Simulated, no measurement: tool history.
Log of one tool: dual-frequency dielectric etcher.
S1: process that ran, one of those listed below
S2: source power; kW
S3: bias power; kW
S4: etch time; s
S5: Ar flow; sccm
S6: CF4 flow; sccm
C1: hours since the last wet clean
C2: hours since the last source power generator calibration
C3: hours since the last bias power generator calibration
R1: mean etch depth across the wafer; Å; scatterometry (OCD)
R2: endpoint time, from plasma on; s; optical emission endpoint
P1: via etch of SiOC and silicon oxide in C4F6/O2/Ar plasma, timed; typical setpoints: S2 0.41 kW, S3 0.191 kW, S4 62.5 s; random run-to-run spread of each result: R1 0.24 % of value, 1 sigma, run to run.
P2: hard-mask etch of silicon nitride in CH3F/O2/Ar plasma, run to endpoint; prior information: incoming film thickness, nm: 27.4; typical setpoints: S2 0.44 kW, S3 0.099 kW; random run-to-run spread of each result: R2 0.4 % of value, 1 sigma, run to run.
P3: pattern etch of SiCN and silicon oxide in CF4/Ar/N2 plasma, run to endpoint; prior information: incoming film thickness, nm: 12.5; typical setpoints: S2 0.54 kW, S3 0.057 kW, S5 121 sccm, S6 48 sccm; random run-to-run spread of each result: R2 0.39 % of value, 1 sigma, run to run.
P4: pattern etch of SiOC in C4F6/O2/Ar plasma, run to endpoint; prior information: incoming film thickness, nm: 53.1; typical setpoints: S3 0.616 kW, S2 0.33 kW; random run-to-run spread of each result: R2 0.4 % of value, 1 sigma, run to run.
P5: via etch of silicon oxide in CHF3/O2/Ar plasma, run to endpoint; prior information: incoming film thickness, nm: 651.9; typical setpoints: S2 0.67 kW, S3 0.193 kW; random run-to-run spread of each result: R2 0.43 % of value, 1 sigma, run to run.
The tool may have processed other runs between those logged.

| run | day | S1 | S2 | S3 | S4 | S5 | S6 | C1 | C2 | C3 | R1 | R2 |
|---|---|---|---|---|---|---|---|---|---|---|---|---|
| 1 | 0.212 | P1 | 0.41 | 0.191 | 62.5 |  |  | 200.7 | 1596 | 1792.8 | 728.91 |  |
| 2 | 0.542 | P1 | 0.41 | 0.191 | 62.5 |  |  | 208.6 | 1603.9 | 1800.7 | 731.33 |  |
| 3 | 0.846 | P5 | 0.67 | 0.193 |  |  |  | 215.9 | 1611.2 | 1808 |  | 302.21 |
| 4 | 1.029 | P1 | 0.41 | 0.249 | 79.5 |  |  | 220.3 | 1615.6 | 1812.4 | 1016.3 |  |
|  | 1.271 | source power generator calibrated |
| 5 | 1.275 | P3 | 0.54 | 0.046 |  | 121 | 48 | 226.2 | 0.1 | 1818.3 |  | 15.919 |
| 6 | 1.621 | P2 | 0.59 | 0.099 |  |  |  | 234.5 | 8.4 | 1826.6 |  | 30.116 |
| 7 | 1.875 | P5 | 0.67 | 0.193 |  |  |  | 240.6 | 14.5 | 1832.7 |  | 304.48 |
| 8 | 2.129 | P1 | 0.41 | 0.149 | 62.5 |  |  | 246.7 | 20.6 | 1838.8 | 673.35 |  |
| 9 | 2.321 | P1 | 0.41 | 0.191 | 62.5 |  |  | 251.3 | 25.2 | 1843.4 | 731.7 |  |
| 10 | 2.65 | P4 | 0.2 | 0.616 |  |  |  | 259.2 | 33.1 | 1851.3 |  | 21.806 |
|  | 2.675 | bias power generator calibrated |
| 11 | 2.896 | P4 | 0.33 | 0.842 |  |  |  | 265.1 | 39 | 5.3 |  | 16.027 |
| 12 | 3.158 | P1 | 0.41 | 0.191 | 94.5 |  |  | 271.4 | 45.3 | 11.6 | 1104.1 |  |
| 13 | 3.408 | P5 | 0.67 | 0.257 |  |  |  | 277.4 | 51.3 | 17.6 |  | 274.66 |
| 14 | 3.625 | P2 | 0.44 | 0.099 |  |  |  | 282.6 | 56.5 | 22.8 |  | 33.688 |
| 15 | 3.862 | P1 | 0.58 | 0.191 | 62.5 |  |  | 288.3 | 62.2 | 28.5 | 834.57 |  |
| 16 | 4.171 | P3 | 0.37 | 0.057 |  | 121 | 48 | 295.7 | 69.6 | 35.9 |  | 20.881 |
| 17 | 4.488 | P5 | 0.39 | 0.193 |  |  |  | 303.3 | 77.2 | 43.5 |  | 373.66 |
| 18 | 4.775 | P3 | 0.54 | 0.057 |  | 121 | 48 | 310.2 | 84.1 | 50.4 |  | 14.941 |
| 19 | 5.038 | P4 | 0.33 | 0.616 |  |  |  | 316.5 | 90.4 | 56.7 |  | 18.248 |
| 20 | 5.192 | P3 | 0.54 | 0.057 |  | 75 | 48 | 320.2 | 94.1 | 60.4 |  | 13.728 |
| 21 | 5.408 | P1 | 0.25 | 0.191 | 62.5 |  |  | 325.4 | 99.3 | 65.6 | 603.62 |  |

The next listed run, before its measurement:
| 22 | 5.575 | P3 | 0.54 | 0.057 |  | 121 | 64 | 329.4 | 103.3 | 69.6 |  | ? |

Run 22 produced R2 14.187 s.
